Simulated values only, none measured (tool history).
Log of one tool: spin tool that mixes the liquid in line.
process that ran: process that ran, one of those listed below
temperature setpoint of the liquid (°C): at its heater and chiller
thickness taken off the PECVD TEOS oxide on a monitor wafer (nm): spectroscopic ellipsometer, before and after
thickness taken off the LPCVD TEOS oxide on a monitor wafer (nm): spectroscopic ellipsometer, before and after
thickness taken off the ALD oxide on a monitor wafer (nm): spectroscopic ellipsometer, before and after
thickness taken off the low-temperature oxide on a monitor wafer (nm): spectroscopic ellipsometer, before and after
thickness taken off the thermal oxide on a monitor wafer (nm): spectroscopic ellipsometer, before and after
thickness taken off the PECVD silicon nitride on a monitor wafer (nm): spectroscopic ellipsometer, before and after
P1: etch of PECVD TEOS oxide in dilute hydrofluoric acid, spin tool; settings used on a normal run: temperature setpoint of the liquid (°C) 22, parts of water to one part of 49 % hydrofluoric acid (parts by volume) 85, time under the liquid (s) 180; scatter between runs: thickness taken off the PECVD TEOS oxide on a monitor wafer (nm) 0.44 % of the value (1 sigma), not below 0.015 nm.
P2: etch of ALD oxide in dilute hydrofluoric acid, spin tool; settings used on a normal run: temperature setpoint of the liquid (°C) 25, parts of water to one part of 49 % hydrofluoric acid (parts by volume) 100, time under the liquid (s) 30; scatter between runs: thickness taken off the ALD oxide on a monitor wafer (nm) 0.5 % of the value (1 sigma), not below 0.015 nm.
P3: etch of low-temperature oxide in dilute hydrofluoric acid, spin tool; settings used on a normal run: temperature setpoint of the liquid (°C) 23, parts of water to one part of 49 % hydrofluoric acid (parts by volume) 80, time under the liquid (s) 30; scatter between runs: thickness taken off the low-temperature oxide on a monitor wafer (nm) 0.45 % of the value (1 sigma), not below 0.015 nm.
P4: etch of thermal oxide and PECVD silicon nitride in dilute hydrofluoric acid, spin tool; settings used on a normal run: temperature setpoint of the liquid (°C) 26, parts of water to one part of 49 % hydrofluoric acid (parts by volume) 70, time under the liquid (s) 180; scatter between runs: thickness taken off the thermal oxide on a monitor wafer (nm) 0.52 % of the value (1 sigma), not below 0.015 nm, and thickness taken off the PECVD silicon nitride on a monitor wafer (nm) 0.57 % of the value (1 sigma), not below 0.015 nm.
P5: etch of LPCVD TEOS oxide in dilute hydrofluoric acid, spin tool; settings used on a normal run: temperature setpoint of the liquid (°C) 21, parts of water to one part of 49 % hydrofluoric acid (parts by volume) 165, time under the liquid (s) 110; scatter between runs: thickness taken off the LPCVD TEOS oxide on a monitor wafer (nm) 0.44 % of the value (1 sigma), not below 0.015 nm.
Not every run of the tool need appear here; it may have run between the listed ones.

| run | hour | process that ran | temperature setpoint of the liquid (°C) | parts of water to one part of 49 % hydrofluoric acid (parts by volume) | time under the liquid (s) | hours since the thermometer was replaced | hours since the hydrofluoric acid flow meter was replaced | thickness taken off the PECVD TEOS oxide on a monitor wafer (nm) | thickness taken off the LPCVD TEOS oxide on a monitor wafer (nm) | thickness taken off the ALD oxide on a monitor wafer (nm) | thickness taken off the low-temperature oxide on a monitor wafer (nm) | thickness taken off the thermal oxide on a monitor wafer (nm) | thickness taken off the PECVD silicon nitride on a monitor wafer (nm) |
|---|---|---|---|---|---|---|---|---|---|---|---|---|---|
| 1 | 11.3 | P1 | 22 | 85 | 180 | 1701.6 | 197.2 | 22.484 |  |  |  |  |  |
| 2 | 23.6 | P5 | 17 | 165 | 110 | 1713.9 | 209.5 |  | 17.765 |  |  |  |  |
| 3 | 36 | P2 | 25 | 175 | 30 | 1726.3 | 221.9 |  |  | 2.4539 |  |  |  |
| 4 | 47.3 | P3 | 29 | 80 | 30 | 1737.6 | 233.2 |  |  |  | 15.294 |  |  |
| 5 | 59.2 | P1 | 22 | 85 | 180 | 1749.5 | 245.1 | 22.374 |  |  |  |  |  |
| 6 | 72.5 | P1 | 22 | 135 | 180 | 1762.8 | 258.4 | 13.405 |  |  |  |  |  |
| 7 | 85.9 | P4 | 26 | 45 | 180 | 1776.2 | 271.8 |  |  |  |  | 20.89 | 25.862 |
| 8 | 93.6 | P1 | 22 | 85 | 325 | 1783.9 | 279.5 | 41.08 |  |  |  |  |  |
| 9 | 105.4 | P1 | 22 | 35 | 180 | 1795.7 | 291.3 | 58.074 |  |  |  |  |  |
| 10 | 117.2 | P2 | 25 | 100 | 30 | 1807.5 | 303.1 |  |  | 4.6254 |  |  |  |
| 11 | 127.8 | P3 | 23 | 20 | 30 | 1818.1 | 313.7 |  |  |  | 52.149 |  |  |
| 12 | 137.4 | P1 | 29.5 | 85 | 180 | 1827.7 | 323.3 | 30.307 |  |  |  |  |  |
| 13 | 150.5 | P1 | 26 | 85 | 250 | 1840.8 | 336.4 | 36.836 |  |  |  |  |  |
| 14 | 161.4 | P3 | 23 | 80 | 30 | 1851.7 | 347.3 |  |  |  | 12.145 |  |  |
| 15 | 170.9 | P5 | 21 | 165 | 170 | 1861.2 | 356.8 |  | 32.336 |  |  |  |  |
| 16 | 184.1 | P1 | 22 | 85 | 65 | 1874.4 | 370 | 8.109 |  |  |  |  |  |
| 17 | 197.9 | P5 | 21 | 70 | 110 | 1888.2 | 383.8 |  | 54.87 |  |  |  |  |
| 18 | 205.2 | P3 | 23 | 80 | 30 | 1895.5 | 391.1 |  |  |  | 12.324 |  |  |
| 19 | 216.2 | P1 | 22 | 85 | 180 | 1906.5 | 402.1 | 22.469 |  |  |  |  |  |
| 20 | 229.3 | P1 | 17 | 85 | 180 | 1919.6 | 415.2 | 18.371 |  |  |  |  |  |
| 21 | 239.7 | P3 | 23 | 80 | 60 | 1930 | 425.6 |  |  |  | 24.4 |  |  |
| 22 | 249.6 | P2 | 20 | 100 | 30 | 1939.9 | 435.5 |  |  | 3.8473 |  |  |  |
| 23 | 263.3 | P4 | 18 | 70 | 180 | 1953.6 | 449.2 |  |  |  |  | 9.2622 | 9.8558 |
| 24 | 275.6 | P1 | 22 | 85 | 180 | 1965.9 | 461.5 | 22.609 |  |  |  |  |  |
| 25 | 283.3 | P2 | 25 | 100 | 15 | 1973.6 | 469.2 |  |  | 2.3428 |  |  |  |
| 26 | 296.1 | P1 | 22 | 85 | 180 | 1986.4 | 482 | 22.46 |  |  |  |  |  |
| 27 | 307.2 | P4 | 26 | 70 | 180 | 1997.5 | 493.1 |  |  |  |  | 12.906 | 16.724 |
| 28 | 321.8 | P4 | 26 | 70 | 330 | 2012.1 | 507.7 |  |  |  |  | 23.515 | 30.941 |
| 29 | 328.3 | P5 | 21 | 165 | 110 | 2018.6 | 514.2 |  | 20.894 |  |  |  |  |
| 30 | 335.8 | P4 | 26 | 70 | 180 | 2026.1 | 521.7 |  |  |  |  | 12.992 | 16.682 |
| 31 | 343.2 | P1 | 22 | 85 | 180 | 2033.5 | 529.1 | 22.456 |  |  |  |  |  |
| 32 | 354.7 | P1 | 22 | 85 | 180 | 2045 | 540.6 | 22.037 |  |  |  |  |  |
| 33 | 367.4 | P1 | 22 | 85 | 180 | 2057.7 | 553.3 | 21.375 |  |  |  |  |  |
| 34 | 374.4 | P1 | 22 | 85 | 180 | 2064.7 | 560.3 | 21.351 |  |  |  |  |  |
| 35 | 382.1 | P1 | 22 | 85 | 180 | 2072.4 | 568 | 21.163 |  |  |  |  |  |
| 36 | 391.4 | P1 | 22 | 85 | 180 | 2081.7 | 577.3 | 21.127 |  |  |  |  |  |
| 37 | 406 | P1 | 22 | 85 | 180 | 2096.3 | 591.9 | 20.935 |  |  |  |  |  |
| 38 | 420.7 | P1 | 22 | 85 | 180 | 2111 | 606.6 | 21.057 |  |  |  |  |  |
| 39 | 433.4 | P1 | 22 | 85 | 180 | 2123.7 | 619.3 | 20.891 |  |  |  |  |  |
| 40 | 442.1 | P1 | 22 | 85 | 180 | 2132.4 | 628 | 20.999 |  |  |  |  |  |
| 41 | 453 | P1 | 22 | 85 | 180 | 2143.3 | 638.9 | 20.811 |  |  |  |  |  |

What P1 gives has crept away from where it was. These 2 causes fit the log equally well, each at the size given:
A: hydrofluoric acid flow below the setpoint (%) = 6.47
B: liquid colder than its thermometer reads (K) = 1.8
The onset of the drift is placed at about hour 343.2.

Question marks stand in for the results of the 4 check runs listed below, each run on one wafer. Under which run would the listed causes show clearly different results?
| check 1 | 463.9 | P4 | 19.5 | 70 | 255 |  |  |  |  |  |  | ? | ? |
| check 2 | 463.9 | P3 | 23 | 30 | 55 |  |  |  |  |  | ? |  |  |
| check 3 | 463.9 | P5 | 17 | 165 | 155 |  |  |  | ? |  |  |  |  |
| check 4 | 463.9 | P2 | 25 | 140 | 15 |  |  |  |  | ? |  |  |  |

Outcome of each check run for each possible cause:
| check | result | if A | if B |
|---|---|---|---|
| check 1 | thickness taken off the thermal oxide on a monitor wafer (nm) | 13.031 | 12.981 |
| check 1 | thickness taken off the PECVD silicon nitride on a monitor wafer (nm) | 14.369 | 13.529 |
| check 2 | thickness taken off the low-temperature oxide on a monitor wafer (nm) | 59.084 | 58.695 |
| check 3 | thickness taken off the LPCVD TEOS oxide on a monitor wafer (nm) | 23.241 | 23.329 |
| check 4 | thickness taken off the ALD oxide on a monitor wafer (nm) | 1.4787 | 1.4921 |
Minimum pairwise separation of causes per check, each pair taken at its best-separating result: check 1 6.02 %; check 2 0.66 %; check 3 0.38 %; check 4 0.9 %
Only in check 1 would the causes give clearly different results; in the remaining checks their results would be nearly the same.

Here is what check 1 returned: thickness taken off the thermal oxide on a monitor wafer (nm) 12.99; thickness taken off the PECVD silicon nitride on a monitor wafer (nm) 13.637. Which cause is it?

B is the cause: liquid colder than its thermometer reads (K).
